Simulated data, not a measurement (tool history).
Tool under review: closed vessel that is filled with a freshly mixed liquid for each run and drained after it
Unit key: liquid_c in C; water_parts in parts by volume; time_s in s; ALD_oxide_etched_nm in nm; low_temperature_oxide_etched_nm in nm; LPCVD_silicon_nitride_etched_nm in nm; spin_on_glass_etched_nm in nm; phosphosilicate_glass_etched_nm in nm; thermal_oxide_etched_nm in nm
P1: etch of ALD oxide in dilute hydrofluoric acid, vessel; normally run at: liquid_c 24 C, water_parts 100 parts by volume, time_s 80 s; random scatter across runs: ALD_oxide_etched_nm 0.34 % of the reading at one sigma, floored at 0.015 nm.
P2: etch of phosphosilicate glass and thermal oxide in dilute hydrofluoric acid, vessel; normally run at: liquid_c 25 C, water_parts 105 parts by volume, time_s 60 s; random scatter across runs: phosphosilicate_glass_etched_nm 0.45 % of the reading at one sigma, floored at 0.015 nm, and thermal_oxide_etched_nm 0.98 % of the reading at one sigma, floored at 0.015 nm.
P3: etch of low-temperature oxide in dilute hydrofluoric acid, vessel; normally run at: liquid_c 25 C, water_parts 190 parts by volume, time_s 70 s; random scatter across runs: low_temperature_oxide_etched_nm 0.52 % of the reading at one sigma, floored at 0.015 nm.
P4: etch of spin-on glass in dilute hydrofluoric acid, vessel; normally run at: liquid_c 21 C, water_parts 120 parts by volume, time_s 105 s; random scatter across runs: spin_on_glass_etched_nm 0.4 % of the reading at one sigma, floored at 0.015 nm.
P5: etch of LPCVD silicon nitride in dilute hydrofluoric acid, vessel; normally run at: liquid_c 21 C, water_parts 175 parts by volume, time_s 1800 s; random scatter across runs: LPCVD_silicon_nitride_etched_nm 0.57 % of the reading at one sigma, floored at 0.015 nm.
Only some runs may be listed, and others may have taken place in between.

| run | hour | process | liquid_c | water_parts | time_s | ALD_oxide_etched_nm | low_temperature_oxide_etched_nm | LPCVD_silicon_nitride_etched_nm | spin_on_glass_etched_nm | phosphosilicate_glass_etched_nm | thermal_oxide_etched_nm |
|---|---|---|---|---|---|---|---|---|---|---|---|
| 1 | 7.7 | P1 | 24 | 100 | 80 | 16.249 |  |  |  |  |  |
| 2 | 18.9 | P1 | 31.5 | 100 | 160 | 43.342 |  |  |  |  |  |
| 3 | 31 | P1 | 24 | 100 | 30 | 6.0922 |  |  |  |  |  |
| 4 | 39 | P3 | 25 | 190 | 130 |  | 10.567 |  |  |  |  |
| 5 | 45.7 | P5 | 21 | 310 | 1800 |  |  | 2.2189 |  |  |  |
| 6 | 57.6 | P1 | 24 | 175 | 145 | 15.423 |  |  |  |  |  |
| 7 | 65 | P1 | 24 | 100 | 80 | 16.237 |  |  |  |  |  |
| 8 | 77.7 | P5 | 21 | 175 | 1800 |  |  | 3.8359 |  |  |  |
| 9 | 83.2 | P4 | 21 | 120 | 105 |  |  |  | 28.286 |  |  |
| 10 | 95.8 | P1 | 24 | 100 | 80 | 16.311 |  |  |  |  |  |
| 11 | 104.8 | P4 | 21 | 185 | 105 |  |  |  | 17.108 |  |  |
| 12 | 117.1 | P1 | 28 | 100 | 30 | 7.1567 |  |  |  |  |  |
| 13 | 128.6 | P3 | 25 | 35 | 70 |  | 37.73 |  |  |  |  |
| 14 | 140.2 | P3 | 25 | 190 | 70 |  | 5.6526 |  |  |  |  |
| 15 | 146.2 | P2 | 25 | 105 | 60 |  |  |  |  | 118.51 | 2.7909 |
| 16 | 154.7 | P3 | 25 | 190 | 70 |  | 5.6738 |  |  |  |  |
| 17 | 162.9 | P1 | 24 | 100 | 80 | 16.23 |  |  |  |  |  |
| 18 | 172.5 | P4 | 26.5 | 120 | 105 |  |  |  | 35.241 |  |  |
| 19 | 180.3 | P1 | 24 | 100 | 80 | 16.283 |  |  |  |  |  |
| 20 | 188.7 | P1 | 24 | 100 | 140 | 28.457 |  |  |  |  |  |
| 21 | 199.1 | P1 | 24 | 100 | 80 | 16.191 |  |  |  |  |  |
| 22 | 205.6 | P1 | 17 | 100 | 80 | 12.148 |  |  |  |  |  |
| 23 | 213.6 | P5 | 17 | 175 | 1800 |  |  | 2.9225 |  |  |  |
| 24 | 223.6 | P1 | 24 | 100 | 80 | 16.322 |  |  |  |  |  |
| 25 | 231.1 | P5 | 21 | 175 | 1800 |  |  | 3.8566 |  |  |  |
| 26 | 236.9 | P1 | 24 | 25 | 80 | 71.818 |  |  |  |  |  |
| 27 | 245 | P2 | 25 | 60 | 60 |  |  |  |  | 223.54 | 5.0535 |
| 28 | 254.9 | P3 | 18 | 190 | 70 |  | 4.3807 |  |  |  |  |
| 29 | 263.2 | P2 | 25 | 105 | 30 |  |  |  |  | 59.429 | 1.3862 |
| 30 | 275.6 | P1 | 24 | 145 | 80 | 10.57 |  |  |  |  |  |
| 31 | 284.3 | P2 | 31.5 | 105 | 60 |  |  |  |  | 152.51 | 3.5894 |
| 32 | 296.5 | P1 | 29.5 | 100 | 80 | 20.048 |  |  |  |  |  |
| 33 | 306.9 | P4 | 21 | 120 | 30 |  |  |  | 8.0925 |  |  |
| 34 | 315.9 | P4 | 21 | 120 | 105 |  |  |  | 28.356 |  |  |
| 35 | 327.6 | P5 | 21 | 175 | 3560 |  |  | 7.6261 |  |  |  |
| 36 | 339.1 | P2 | 25 | 105 | 60 |  |  |  |  | 119.98 | 2.7803 |
| 37 | 350.5 | P1 | 24 | 100 | 80 | 16.292 |  |  |  |  |  |
| 38 | 360.5 | P1 | 24 | 100 | 80 | 16.689 |  |  |  |  |  |
| 39 | 372.2 | P1 | 24 | 100 | 80 | 17.023 |  |  |  |  |  |
| 40 | 383.4 | P1 | 24 | 100 | 80 | 17.141 |  |  |  |  |  |
| 41 | 390.7 | P1 | 24 | 100 | 80 | 17.221 |  |  |  |  |  |
| 42 | 399.9 | P1 | 24 | 100 | 80 | 17.277 |  |  |  |  |  |
| 43 | 409.7 | P1 | 24 | 100 | 80 | 17.248 |  |  |  |  |  |

Something has made what P1 gives creep away from where it was; the 2 causes below, each at its own stated size, fit the log equally well:
A: liquid hotter than its thermometer reads (K) = 1.57
B: hydrofluoric acid flow above the setpoint (%) = 5.64
Creep in the process output first set in at about hour 350.5.

Which of the 4 check runs listed below separates the causes, so that each cause would produce a clearly different result? Each run uses one wafer, and its results are marked with question marks.
| check 1 | 419.5 | P5 | 17 | 175 | 3510 |  |  | ? |  |  |  |
| check 2 | 419.5 | P3 | 19 | 60 | 70 |  | ? |  |  |  |  |
| check 3 | 419.5 | P4 | 25 | 180 | 105 |  |  |  | ? |  |  |
| check 4 | 419.5 | P2 | 31 | 105 | 60 |  |  |  |  | ? | ? |

Outcome of each check run for each possible cause:
| check | result | if A | if B |
|---|---|---|---|
| check 1 | LPCVD_silicon_nitride_etched_nm | 6.3716 | 6.0409 |
| check 2 | low_temperature_oxide_etched_nm | 17.637 | 17.5 |
| check 3 | spin_on_glass_etched_nm | 21.881 | 22.058 |
| check 4 | phosphosilicate_glass_etched_nm | 158.86 | 159.71 |
| check 4 | thermal_oxide_etched_nm | 3.6933 | 3.7132 |
Gap, in per cent, between the two causes that each check separates least, read from the result that separates them most: check 1 5.33 %; check 2 0.78 %; check 3 0.81 %; check 4 0.54 %
Check 1 distinguishes between the causes, while the remaining checks would return nearly the same result for all of them.

Check 1 has now been run. It gave: LPCVD_silicon_nitride_etched_nm 6.0497 nm. Which of the candidate causes is it?

It was cause B: hydrofluoric acid flow above the setpoint (%).

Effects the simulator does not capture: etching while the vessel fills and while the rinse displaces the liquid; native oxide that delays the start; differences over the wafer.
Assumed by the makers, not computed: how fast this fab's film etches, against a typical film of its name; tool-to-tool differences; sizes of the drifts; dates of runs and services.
